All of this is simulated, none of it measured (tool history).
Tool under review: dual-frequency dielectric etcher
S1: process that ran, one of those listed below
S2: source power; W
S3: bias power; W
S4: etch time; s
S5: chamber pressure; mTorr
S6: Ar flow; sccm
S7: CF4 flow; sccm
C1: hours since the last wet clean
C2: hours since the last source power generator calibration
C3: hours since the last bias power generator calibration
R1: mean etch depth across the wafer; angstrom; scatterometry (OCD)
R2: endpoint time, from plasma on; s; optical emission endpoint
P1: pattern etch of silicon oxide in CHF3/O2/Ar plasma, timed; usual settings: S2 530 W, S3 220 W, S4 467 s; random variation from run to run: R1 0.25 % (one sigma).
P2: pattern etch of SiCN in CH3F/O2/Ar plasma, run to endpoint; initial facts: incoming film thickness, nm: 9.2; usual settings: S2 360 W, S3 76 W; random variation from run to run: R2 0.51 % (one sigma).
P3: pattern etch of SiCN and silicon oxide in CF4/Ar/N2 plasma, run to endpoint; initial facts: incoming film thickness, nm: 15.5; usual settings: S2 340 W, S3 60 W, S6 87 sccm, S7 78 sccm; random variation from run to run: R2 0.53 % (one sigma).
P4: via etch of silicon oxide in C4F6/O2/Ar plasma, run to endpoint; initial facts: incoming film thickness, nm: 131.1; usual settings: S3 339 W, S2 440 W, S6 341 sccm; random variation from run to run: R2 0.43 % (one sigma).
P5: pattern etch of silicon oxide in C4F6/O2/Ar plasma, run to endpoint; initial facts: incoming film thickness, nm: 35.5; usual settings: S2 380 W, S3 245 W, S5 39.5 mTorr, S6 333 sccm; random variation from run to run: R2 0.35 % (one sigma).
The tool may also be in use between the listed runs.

{"run": 1, "hour": 8.1, "S1": "P1", "S2": 530, "S3": 220, "S4": 467, "C1": 348.5, "C2": 1767.8, "C3": 486.3, "R1": 9293.6}
{"run": 2, "hour": 16.9, "S1": "P1", "S2": 530, "S3": 220, "S4": 257, "C1": 357.3, "C2": 1776.6, "C3": 495.1, "R1": 5100.3}
{"run": 3, "hour": 27.6, "S1": "P5", "S2": 380, "S3": 245, "S5": 39.5, "S6": 333, "C1": 368, "C2": 1787.3, "C3": 505.8, "R2": 10.746}
{"run": 4, "hour": 36.2, "S1": "P1", "S2": 670, "S3": 220, "S4": 355.5, "C1": 376.6, "C2": 1795.9, "C3": 514.4, "R1": 7695.6}
{"run": 5, "hour": 45.0, "S1": "P4", "S2": 440, "S3": 213, "S6": 341, "C1": 385.4, "C2": 1804.7, "C3": 523.2, "R2": 39.241}
{"run": 6, "hour": 51.0, "S1": "P5", "S2": 380, "S3": 342, "S5": 39.5, "S6": 333, "C1": 391.4, "C2": 1810.7, "C3": 529.2, "R2": 9.6069}
{"run": 7, "hour": 57.7, "S1": "P3", "S2": 340, "S3": 60, "S6": 87, "S7": 78, "C1": 398.1, "C2": 1817.4, "C3": 535.9, "R2": 23.975}
{"run": 8, "hour": 68.3, "S1": "P3", "S2": 340, "S3": 60, "S6": 113, "S7": 78, "C1": 408.7, "C2": 1828, "C3": 546.5, "R2": 25.066}
{"run": 9, "hour": 73.6, "S1": "P5", "S2": 380, "S3": 245, "S5": 31, "S6": 333, "C1": 414, "C2": 1833.3, "C3": 551.8, "R2": 10.502}
{"run": 10, "hour": 81.5, "S1": "P4", "S2": 440, "S3": 339, "S6": 341, "C1": 421.9, "C2": 1841.2, "C3": 559.7, "R2": 33.78}
{"run": 11, "hour": 88.2, "S1": "P1", "S2": 530, "S3": 220, "S4": 467, "C1": 428.6, "C2": 1847.9, "C3": 566.4, "R1": 9247.8}
{"run": 12, "hour": 96.7, "S1": "P1", "S2": 530, "S3": 133, "S4": 467, "C1": 437.1, "C2": 1856.4, "C3": 574.9, "R1": 7826.4}
{"run": 13, "hour": 104.7, "S1": "P4", "S2": 440, "S3": 339, "S6": 407, "C1": 445.1, "C2": 1864.4, "C3": 582.9, "R2": 34.364}
{"run": 14, "hour": 114.6, "S1": "P1", "S2": 320, "S3": 220, "S4": 467, "C1": 455, "C2": 1874.3, "C3": 592.8, "R1": 7669.9}
{"run": 15, "hour": 122.6, "S1": "P1", "S2": 530, "S3": 220, "S4": 467, "C1": 463, "C2": 1882.3, "C3": 600.8, "R1": 9249.1}
{"run": 16, "hour": 133.1, "S1": "P1", "S2": 530, "S3": 220, "S4": 696, "C1": 473.5, "C2": 1892.8, "C3": 611.3, "R1": 13761}
{"run": 17, "hour": 142.9, "S1": "P1", "S2": 530, "S3": 274, "S4": 467, "C1": 483.3, "C2": 1902.6, "C3": 621.1, "R1": 10029}
{"run": 18, "hour": 154.0, "S1": "P1", "S2": 680, "S3": 220, "S4": 641.5, "C1": 494.4, "C2": 1913.7, "C3": 632.2, "R1": 13979}
{"run": 19, "hour": 162.2, "S1": "P4", "S2": 270, "S3": 339, "S6": 341, "C1": 502.6, "C2": 1921.9, "C3": 640.4, "R2": 40.237}
{"run": 20, "hour": 173.2, "S1": "P1", "S2": 530, "S3": 257, "S4": 273.5, "C1": 513.6, "C2": 1932.9, "C3": 651.4, "R1": 5727.6}
{"run": 21, "hour": 184.6, "S1": "P5", "S2": 210, "S3": 245, "S5": 39.5, "S6": 333, "C1": 525, "C2": 1944.3, "C3": 662.8, "R2": 13.419}
{"run": 22, "hour": 194.2, "S1": "P2", "S2": 360, "S3": 76, "C1": 534.6, "C2": 1953.9, "C3": 672.4, "R2": 24.268}
{"run": 23, "hour": 201.4, "S1": "P1", "S2": 740, "S3": 220, "S4": 467, "C1": 541.8, "C2": 1961.1, "C3": 679.6, "R1": 10507}
{"run": 24, "hour": 208.7, "S1": "P3", "S2": 340, "S3": 81, "S6": 87, "S7": 78, "C1": 549.1, "C2": 1968.4, "C3": 686.9, "R2": 21.73}
{"run": 25, "hour": 215.6, "S1": "P2", "S2": 360, "S3": 97, "C1": 556, "C2": 1975.3, "C3": 693.8, "R2": 22.495}
{"run": 26, "hour": 220.8, "S1": "P3", "S2": 340, "S3": 60, "S6": 87, "S7": 94, "C1": 561.2, "C2": 1980.5, "C3": 699, "R2": 23.528}
{"run": 27, "hour": 231.7, "S1": "P2", "S2": 360, "S3": 76, "C1": 572.1, "C2": 1991.4, "C3": 709.9, "R2": 24.419}
{"run": 28, "hour": 241.5, "S1": "P5", "S2": 380, "S3": 245, "S5": 39.5, "S6": 262, "C1": 581.9, "C2": 2001.2, "C3": 719.7, "R2": 10.505}
{"run": 29, "hour": 247.2, "S1": "P1", "S2": 530, "S3": 220, "S4": 467, "C1": 587.6, "C2": 2006.9, "C3": 725.4, "R1": 9184.7}
{"run": 30, "hour": 258.0, "S1": "P2", "S2": 220, "S3": 76, "C1": 598.4, "C2": 2017.7, "C3": 736.2, "R2": 29.417}
{"run": 31, "hour": 267.4, "S1": "P3", "S2": 210, "S3": 60, "S6": 87, "S7": 78, "C1": 607.8, "C2": 2027.1, "C3": 745.6, "R2": 37.176}
{"run": 32, "hour": 278.6, "S1": "P1", "S2": 530, "S3": 220, "S4": 467, "C1": 619, "C2": 2038.3, "C3": 756.8, "R1": 9269.5}
{"run": 33, "hour": 285.6, "S1": "P1", "S2": 530, "S3": 220, "S4": 467, "C1": 626, "C2": 2045.3, "C3": 763.8, "R1": 9267}
{"run": 34, "hour": 296.7, "S1": "P1", "S2": 530, "S3": 220, "S4": 467, "C1": 637.1, "C2": 2056.4, "C3": 774.9, "R1": 9321.5}
{"run": 35, "hour": 306.5, "S1": "P1", "S2": 530, "S3": 220, "S4": 467, "C1": 646.9, "C2": 2066.2, "C3": 784.7, "R1": 9298.9}
{"run": 36, "hour": 313.9, "S1": "P1", "S2": 530, "S3": 220, "S4": 467, "C1": 654.3, "C2": 2073.6, "C3": 792.1, "R1": 9331.7}
{"run": 37, "hour": 321.6, "S1": "P1", "S2": 530, "S3": 220, "S4": 467, "C1": 662, "C2": 2081.3, "C3": 799.8, "R1": 9354.4}
{"run": 38, "hour": 328.7, "S1": "P1", "S2": 530, "S3": 220, "S4": 467, "C1": 669.1, "C2": 2088.4, "C3": 806.9, "R1": 9384.1}
{"run": 39, "hour": 340.5, "S1": "P1", "S2": 530, "S3": 220, "S4": 467, "C1": 680.9, "C2": 2100.2, "C3": 818.7, "R1": 9351.1}
{"run": 40, "hour": 347.7, "S1": "P1", "S2": 530, "S3": 220, "S4": 467, "C1": 688.1, "C2": 2107.4, "C3": 825.9, "R1": 9432.5}
{"hour": 355.6, "done": "wet clean of the chamber"}
{"run": 41, "hour": 359.1, "S1": "P1", "S2": 530, "S3": 220, "S4": 467, "C1": 3.6, "C2": 2118.8, "C3": 837.3, "R1": 9352.7}
{"run": 42, "hour": 371.0, "S1": "P1", "S2": 530, "S3": 220, "S4": 467, "C1": 15.5, "C2": 2130.7, "C3": 849.2, "R1": 9362.8}
{"run": 43, "hour": 381.7, "S1": "P1", "S2": 530, "S3": 220, "S4": 467, "C1": 26.2, "C2": 2141.4, "C3": 859.9, "R1": 9376.3}

The log shows P1 creeping away from where it was. Any of the 2 causes listed here, at the size stated for it, fits the log just as well as the others:
A: source power that arrives over what is set, % = 4.13
B: bias power that arrives over what is set, % = 4.42
Creep in the process output first set in at about hour 278.6.
The rest of the possible causes, and what rules out each one:
chamber walls in a state that raises the etch rate, %: serviced after onset, at hour 355.6, with no recovery of the prior output

Consider the 4 check runs below, whose results appear as question marks and each of which averages 5 wafers. Which one distinguishes the causes, in that each cause would give it a clearly different result?
{"run": "check 1", "hour": 392.4, "S1": "P2", "S2": 260, "S3": 76, "R2": "?"}
{"run": "check 2", "hour": 392.4, "S1": "P4", "S2": 440, "S3": 219, "S6": 341, "R2": "?"}
{"run": "check 3", "hour": 392.4, "S1": "P3", "S2": 260, "S3": 60, "S6": 104, "S7": 78, "R2": "?"}
{"run": "check 4", "hour": 392.4, "S1": "P5", "S2": 290, "S3": 337, "S5": 39.5, "S6": 333, "R2": "?"}

What every check run would give for each of its results, assuming each possible cause in turn:
check=check_1 result=R2 if_A=27.254 if_B=27.228
check=check_2 result=R2 if_A=38.448 if_B=38.511
check=check_3 result=R2 if_A=30.241 if_B=30.889
check=check_4 result=R2 if_A=10.501 if_B=10.495
Per-check spread between the two closest causes, in the result where they differ most: check 1 0.1 %; check 2 0.16 %; check 3 2.12 %; check 4 0.06 %
The other checks would show nearly matching results whichever cause is true, so check 3 is the only one that separates the causes.

Running check 3 produced the following: R2 30.254 s. Which one of the listed causes fits?

The cause is A: source power that arrives over what is set, %.
